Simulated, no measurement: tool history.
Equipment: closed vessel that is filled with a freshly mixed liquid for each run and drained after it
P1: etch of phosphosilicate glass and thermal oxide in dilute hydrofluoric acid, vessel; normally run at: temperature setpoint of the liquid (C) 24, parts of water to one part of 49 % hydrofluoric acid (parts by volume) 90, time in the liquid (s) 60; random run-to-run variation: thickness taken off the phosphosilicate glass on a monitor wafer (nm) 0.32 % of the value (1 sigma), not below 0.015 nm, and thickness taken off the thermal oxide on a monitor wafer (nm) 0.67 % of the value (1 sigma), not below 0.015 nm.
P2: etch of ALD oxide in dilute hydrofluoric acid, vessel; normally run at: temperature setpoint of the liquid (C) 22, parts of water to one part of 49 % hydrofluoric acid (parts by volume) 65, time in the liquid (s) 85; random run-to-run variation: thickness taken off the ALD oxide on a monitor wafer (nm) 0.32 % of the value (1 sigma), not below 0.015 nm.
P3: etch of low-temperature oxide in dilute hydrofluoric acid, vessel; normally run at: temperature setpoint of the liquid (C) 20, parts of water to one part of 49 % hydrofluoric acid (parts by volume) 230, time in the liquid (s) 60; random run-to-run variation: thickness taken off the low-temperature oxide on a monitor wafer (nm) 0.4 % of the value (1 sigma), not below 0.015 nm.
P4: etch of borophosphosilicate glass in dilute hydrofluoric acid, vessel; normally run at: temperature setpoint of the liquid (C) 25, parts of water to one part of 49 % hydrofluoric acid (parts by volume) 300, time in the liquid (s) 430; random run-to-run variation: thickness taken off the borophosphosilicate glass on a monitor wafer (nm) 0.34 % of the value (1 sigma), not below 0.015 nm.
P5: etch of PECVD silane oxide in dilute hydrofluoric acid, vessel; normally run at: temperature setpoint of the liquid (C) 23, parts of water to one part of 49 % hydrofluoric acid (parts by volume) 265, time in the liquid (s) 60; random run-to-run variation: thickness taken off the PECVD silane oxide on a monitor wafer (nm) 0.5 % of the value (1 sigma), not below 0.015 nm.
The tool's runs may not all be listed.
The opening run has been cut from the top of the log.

run   hour  process that ran  temperature setpoint of the liquid (C)  parts of water to one part of 49 % hydrofluoric acid (parts by volume)  time in the liquid (s)  hours since the thermometer was replaced  hours since the hydrofluoric acid flow meter was replaced  thickness taken off the phosphosilicate glass on a monitor wafer (nm)  thickness taken off the thermal oxide on a monitor wafer (nm)  thickness taken off the PECVD silane oxide on a monitor wafer (nm)  thickness taken off the low-temperature oxide on a monitor wafer (nm)  thickness taken off the borophosphosilicate glass on a monitor wafer (nm)  thickness taken off the ALD oxide on a monitor wafer (nm)
  2   13.1                P5                                      23                                                                      65                      60                                     115.6                                                      569.2                                                                                                                                                                                                    45.516
  3   20.4                P1                                      24                                                                      90                      60                                     122.9                                                      576.5                                                                  52.35                                                         3.2896
  4     28                P1                                      24                                                                      90                      60                                     130.5                                                      584.1                                                                 52.356                                                         3.3379
  5   34.5                P1                                      24                                                                      90                      60                                       137                                                      590.6                                                                 52.293                                                         3.3061
  6   42.7                P1                                    20.5                                                                      90                     100                                     145.2                                                      598.8                                                                 75.548                                                         4.7518
  7   49.6                P3                                      20                                                                     230                      60                                     152.1                                                      605.7                                                                                                                                                                                                                                                                           5.7934
  8   59.4                P1                                      24                                                                      90                      60                                     161.9                                                      615.5                                                                 52.455                                                         3.2724
  9   67.5                P1                                      17                                                                      90                      60                                       170                                                      623.6                                                                 39.175                                                         2.5236
 10   72.3                P5                                      23                                                                     265                      60                                     174.8                                                      628.4                                                                                                                                                                                                     8.878
 11   81.1                P1                                      24                                                                      90                      60                                     183.6                                                      637.2                                                                 52.161                                                         3.3094
 12   88.8                P1                                      24                                                                      90                      60                                     191.3                                                      644.9                                                                  52.12                                                         3.3249
 13   98.4                P1                                      24                                                                      90                      95                                     200.9                                                      654.5                                                                 83.173                                                         5.1726
 14  102.9                P1                                      30                                                                      90                      60                                     205.4                                                        659                                                                 66.123                                                          4.153
 15  110.6                P1                                      24                                                                      90                      30                                     213.1                                                      666.7                                                                 26.162                                                         1.6822
 16  115.7                P4                                      25                                                                     300                     430                                     218.2                                                      671.8                                                                                                                                                                                                                                                                                                                                                       49.24
 17  123.1                P5                                      23                                                                     265                     120                                     225.6                                                      679.2                                                                                                                                                                                                    17.683
 18  127.6                P3                                      20                                                                     230                     105                                     230.1                                                      683.7                                                                                                                                                                                                                                                                           10.137
 19  135.6                P2                                    28.5                                                                      65                      85                                     238.1                                                      691.7                                                                                                                                                                                                                                                                                                                                                                                                                 32.035
 20  141.1                P4                                      25                                                                     300                      40                                     243.6                                                      697.2                                                                                                                                                                                                                                                                                                                                                      4.5763
 21  145.7                P2                                      22                                                                      65                      85                                     248.2                                                      701.8                                                                                                                                                                                                                                                                                                                                                                                                                 24.525
 22  155.4                P1                                      24                                                                      30                      60                                     257.9                                                      711.5                                                                 169.56                                                           10.7
 23  164.3                P4                                      33                                                                     300                     430                                     266.8                                                      720.4                                                                                                                                                                                                                                                                                                                                                      63.898

Run 24 has not been measured yet. What should we expect?
 24  173.7                P2                                      22                                                                      35                      85                                     276.2                                                      729.8                                                                                                                                                                                                                                                                                                                                                                                                                      ?

thickness taken off the ALD oxide on a monitor wafer (nm): 47.709
